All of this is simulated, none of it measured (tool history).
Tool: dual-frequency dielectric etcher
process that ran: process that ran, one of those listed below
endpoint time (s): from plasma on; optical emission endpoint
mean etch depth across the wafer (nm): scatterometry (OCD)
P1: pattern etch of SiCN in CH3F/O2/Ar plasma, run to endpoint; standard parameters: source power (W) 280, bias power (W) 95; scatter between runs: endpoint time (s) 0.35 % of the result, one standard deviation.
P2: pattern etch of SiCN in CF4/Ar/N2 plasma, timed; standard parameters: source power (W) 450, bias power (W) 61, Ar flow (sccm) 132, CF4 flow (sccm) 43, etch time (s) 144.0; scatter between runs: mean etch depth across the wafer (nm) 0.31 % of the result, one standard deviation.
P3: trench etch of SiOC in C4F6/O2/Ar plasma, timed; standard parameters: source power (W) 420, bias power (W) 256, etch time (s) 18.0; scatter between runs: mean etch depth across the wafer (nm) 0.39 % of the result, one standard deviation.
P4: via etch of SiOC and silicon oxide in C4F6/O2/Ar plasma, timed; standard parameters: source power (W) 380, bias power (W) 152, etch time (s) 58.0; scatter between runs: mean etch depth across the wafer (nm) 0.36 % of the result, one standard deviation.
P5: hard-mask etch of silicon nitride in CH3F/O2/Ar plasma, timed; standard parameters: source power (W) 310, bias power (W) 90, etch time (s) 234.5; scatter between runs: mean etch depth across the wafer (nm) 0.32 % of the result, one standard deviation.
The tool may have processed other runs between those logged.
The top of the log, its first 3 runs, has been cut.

run,hour,process that ran,source power (W),bias power (W),Ar flow (sccm),CF4 flow (sccm),etch time (s),hours since the last wet clean,hours since the last source power generator calibration,hours since the last bias power generator calibration,endpoint time (s),mean etch depth across the wafer (nm)
4,52.5,P3,420,256,,,18.0,378.3,1143.2,1687.6,,42.550
5,66.9,P2,450,61,132,43,192.5,392.7,1157.6,1702.0,,139.700
6,82.9,P5,310,90,,,234.5,408.7,1173.6,1718.0,,164.360
7,96.2,P5,310,90,,,174.5,422.0,1186.9,1731.3,,122.320
8,115.3,P4,380,152,,,86.5,441.1,1206.0,1750.4,,90.380
9,127.2,P1,280,95,,,,453.0,1217.9,1762.3,31.021,
10,139.4,P1,280,119,,,,465.2,1230.1,1774.5,28.377,
11,154.9,P5,410,90,,,234.5,480.7,1245.6,1790.0,,182.440
12,164.1,P1,350,95,,,,489.9,1254.8,1799.2,28.654,
13,182.0,P4,460,152,,,58.0,507.8,1272.7,1817.1,,65.341
14,197.6,P4,380,152,,,58.0,523.4,1288.3,1832.7,,60.928
15,208.5,P3,420,176,,,18.0,534.3,1299.2,1843.6,,37.761
16,223.7,P1,280,77,,,,549.5,1314.4,1858.8,33.842,
17,234.1,P4,380,152,,,58.0,559.9,1324.8,1869.2,,60.651
18,245.9,P2,450,61,106,43,144.0,571.7,1336.6,1881.0,,109.290
19,259.2,P1,370,62,,,,585.0,1349.9,1894.3,32.625,
20,274.9,P2,450,61,132,43,144.0,600.7,1365.6,1910.0,,104.870
21,293.5,P1,280,95,,,,619.3,1384.2,1928.6,31.124,
22,306.4,P2,450,61,132,43,144.0,632.2,1397.1,1941.5,,104.780
23,320.7,P1,280,95,,,,646.5,1411.4,1955.8,31.141,
24,336.7,P1,180,95,,,,662.5,1427.4,1971.8,36.734,
25,349.2,P5,310,64,,,234.5,675.0,1439.9,1984.3,,145.330
26,361.7,P1,280,95,,,,687.5,1452.4,1996.8,31.065,
27,376.0,P3,420,256,,,18.0,701.8,1466.7,2011.1,,42.592
# hour 385.6: source power generator calibrated
28,392.0,P2,450,75,132,43,144.0,717.8,6.5,2027.1,,113.340

Run 29, settings as shown, results not yet in. Your forecast:
29,408.4,P3,250,256,,,18.0,734.2,22.9,2043.5,,?

{"run 29": {"mean etch depth across the wafer (nm)": 35.055}}

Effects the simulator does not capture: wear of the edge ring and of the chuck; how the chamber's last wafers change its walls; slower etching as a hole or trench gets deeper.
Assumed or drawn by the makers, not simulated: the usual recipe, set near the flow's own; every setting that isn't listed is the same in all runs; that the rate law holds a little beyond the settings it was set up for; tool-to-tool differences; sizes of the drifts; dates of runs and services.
